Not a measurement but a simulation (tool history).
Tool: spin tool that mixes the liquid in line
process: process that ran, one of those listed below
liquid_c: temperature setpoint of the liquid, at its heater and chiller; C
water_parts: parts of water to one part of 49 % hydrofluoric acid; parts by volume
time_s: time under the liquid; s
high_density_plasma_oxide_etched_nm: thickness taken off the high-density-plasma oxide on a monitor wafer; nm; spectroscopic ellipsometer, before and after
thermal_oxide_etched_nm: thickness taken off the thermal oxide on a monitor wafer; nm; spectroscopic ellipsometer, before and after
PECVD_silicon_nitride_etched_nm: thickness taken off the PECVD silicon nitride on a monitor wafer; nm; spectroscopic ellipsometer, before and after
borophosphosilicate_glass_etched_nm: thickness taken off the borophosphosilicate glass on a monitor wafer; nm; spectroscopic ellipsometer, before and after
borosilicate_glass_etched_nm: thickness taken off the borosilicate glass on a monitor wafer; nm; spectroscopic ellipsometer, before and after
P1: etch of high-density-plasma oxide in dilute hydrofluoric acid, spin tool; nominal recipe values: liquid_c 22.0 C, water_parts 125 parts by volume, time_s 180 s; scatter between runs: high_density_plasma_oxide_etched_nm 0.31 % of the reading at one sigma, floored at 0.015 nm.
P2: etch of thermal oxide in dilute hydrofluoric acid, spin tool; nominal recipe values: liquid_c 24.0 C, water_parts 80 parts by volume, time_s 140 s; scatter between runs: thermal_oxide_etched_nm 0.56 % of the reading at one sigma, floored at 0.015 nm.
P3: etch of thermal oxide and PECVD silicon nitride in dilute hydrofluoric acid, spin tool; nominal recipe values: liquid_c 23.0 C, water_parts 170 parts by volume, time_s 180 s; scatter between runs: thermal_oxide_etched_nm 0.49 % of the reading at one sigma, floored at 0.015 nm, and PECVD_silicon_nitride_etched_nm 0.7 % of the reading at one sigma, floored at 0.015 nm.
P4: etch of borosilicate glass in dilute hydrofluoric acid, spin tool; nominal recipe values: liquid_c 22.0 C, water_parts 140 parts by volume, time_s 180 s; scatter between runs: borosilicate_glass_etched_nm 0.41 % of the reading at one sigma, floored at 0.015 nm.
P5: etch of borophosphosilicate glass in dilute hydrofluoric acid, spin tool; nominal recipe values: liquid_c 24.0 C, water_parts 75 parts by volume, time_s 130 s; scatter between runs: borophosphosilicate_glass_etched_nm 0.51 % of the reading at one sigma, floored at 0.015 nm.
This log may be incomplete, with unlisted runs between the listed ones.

run   hour  process  liquid_c  water_parts  time_s  high_density_plasma_oxide_etched_nm  thermal_oxide_etched_nm  PECVD_silicon_nitride_etched_nm  borophosphosilicate_glass_etched_nm  borosilicate_glass_etched_nm
  1    9.5       P1      22.0          125     180                               8.0959
  2   16.5       P3      23.0          170     180                                                       4.32710                          4.03000
  3   23.2       P5      24.0           25     130                                                                                                                             157.420
  4   30.4       P2      24.0           80     140                                                       8.07720
  5   41.3       P4      22.0          140     180                                                                                                                                                            28.477
  6   49.8       P1      28.0          125     180                              10.1700
  7   58.9       P4      27.0          140     180                                                                                                                                                            34.513
  8   63.8       P5      17.5           75     130                                                                                                                              37.619
  9   74.2       P1      18.5           75     180                              12.2840
 10   84.3       P4      22.0          140     180                                                                                                                                                            28.690
 11   94.1       P1      22.0           40     180                              28.0760
 12   99.9       P3      23.0          235     180                                                       2.89010                          2.93310
 13  111.2       P1      22.0          220     180                               4.1791
 14  121.1       P1      17.0          125      50                               1.8301
 15  128.7       P1      22.0          125     180                               8.0517
 16  133.8       P1      22.0          125      80                               3.5642
 17  140.8       P1      22.0          125     345                              15.5080
 18  148.6       P5      24.0           75      55                                                                                                                              20.864
 19  159.1       P2      24.0           80      40                                                       2.32660
 20  167.4       P3      23.0          170      15                                                       0.38015                          0.32123
 21  176.7       P2      28.0           80     140                                                       9.57970
 22  187.5       P5      24.0           75     130                                                                                                                              49.332
 23  197.9       P2      24.0           25     140                                                      28.21100
 24  208.4       P1      17.0          125     180                               6.5816
 25  214.9       P4      22.0          140      75                                                                                                                                                            11.819
 26  223.7       P5      24.0           75     130                                                                                                                              49.174
 27  234.6       P3      23.0          170     180                                                       4.28370                          4.02910
 28  244.8       P3      17.0          170     180                                                       3.40460                          2.65880
 29  251.4       P1      22.0          125     180                               8.0442
 30  257.1       P4      22.0          215     180                                                                                                                                                            17.039
 31  267.6       P1      22.0          125     180                               8.0497
 32  272.9       P1      22.0          125     180                               8.0737
 33  278.2       P1      22.0          125     180                               8.2798
 34  288.6       P1      22.0          125     180                               8.5122
 35  298.9       P1      22.0          125     180                               8.6056
 36  307.3       P1      22.0          125     180                               8.7225
 37  313.3       P1      22.0          125     180                               8.7627
 38  318.4       P1      22.0          125     180                               8.7478
 39  325.3       P1      22.0          125     180                               8.7856
 40  331.2       P1      22.0          125     180                               8.8905
 41  340.7       P1      22.0          125     180                               8.8471
 42  348.1       P1      22.0          125     180                               8.8586

P1 has crept away from where it was. The log is fitted equally well by each of these 2 causes, at the sizes shown:
A: hydrofluoric acid flow above the setpoint (%) = 8.62
B: liquid hotter than its thermometer reads (K) = 2.4
At approximately hour 272.9, the process output began to creep.

4 check runs are offered, one wafer each, their results left as question marks. Which one tells the causes apart?
check 1  355.5       P5      24.0           75     130                                                                                                                                   ?
check 2  355.5       P2      24.0           80     140                                                             ?
check 3  355.5       P3      23.0          170     180                                                             ?                                ?
check 4  355.5       P4      22.0          140     180                                                                                                                                                                 ?

Predicted outcomes, by check and by cause:
  check                               result     if A     if B
check 1  borophosphosilicate_glass_etched_nm   53.886   54.188
check 2              thermal_oxide_etched_nm  8.92400  8.96620
check 3              thermal_oxide_etched_nm  4.72980  4.69590
check 3      PECVD_silicon_nitride_etched_nm  4.34900  4.67290
check 4         borosilicate_glass_etched_nm   31.295   31.235
Smallest distance between any two causes, each pair judged by its most separating result, in per cent: check 1 0.56 %; check 2 0.47 %; check 3 7.18 %; check 4 0.19 %
Only in check 3 would the causes give clearly different results; in the remaining checks their results would be nearly the same.

Here is what check 3 returned: thermal_oxide_etched_nm 4.70100 nm; PECVD_silicon_nitride_etched_nm 4.38010 nm. Which cause is it?

A is the cause: hydrofluoric acid flow above the setpoint (%).
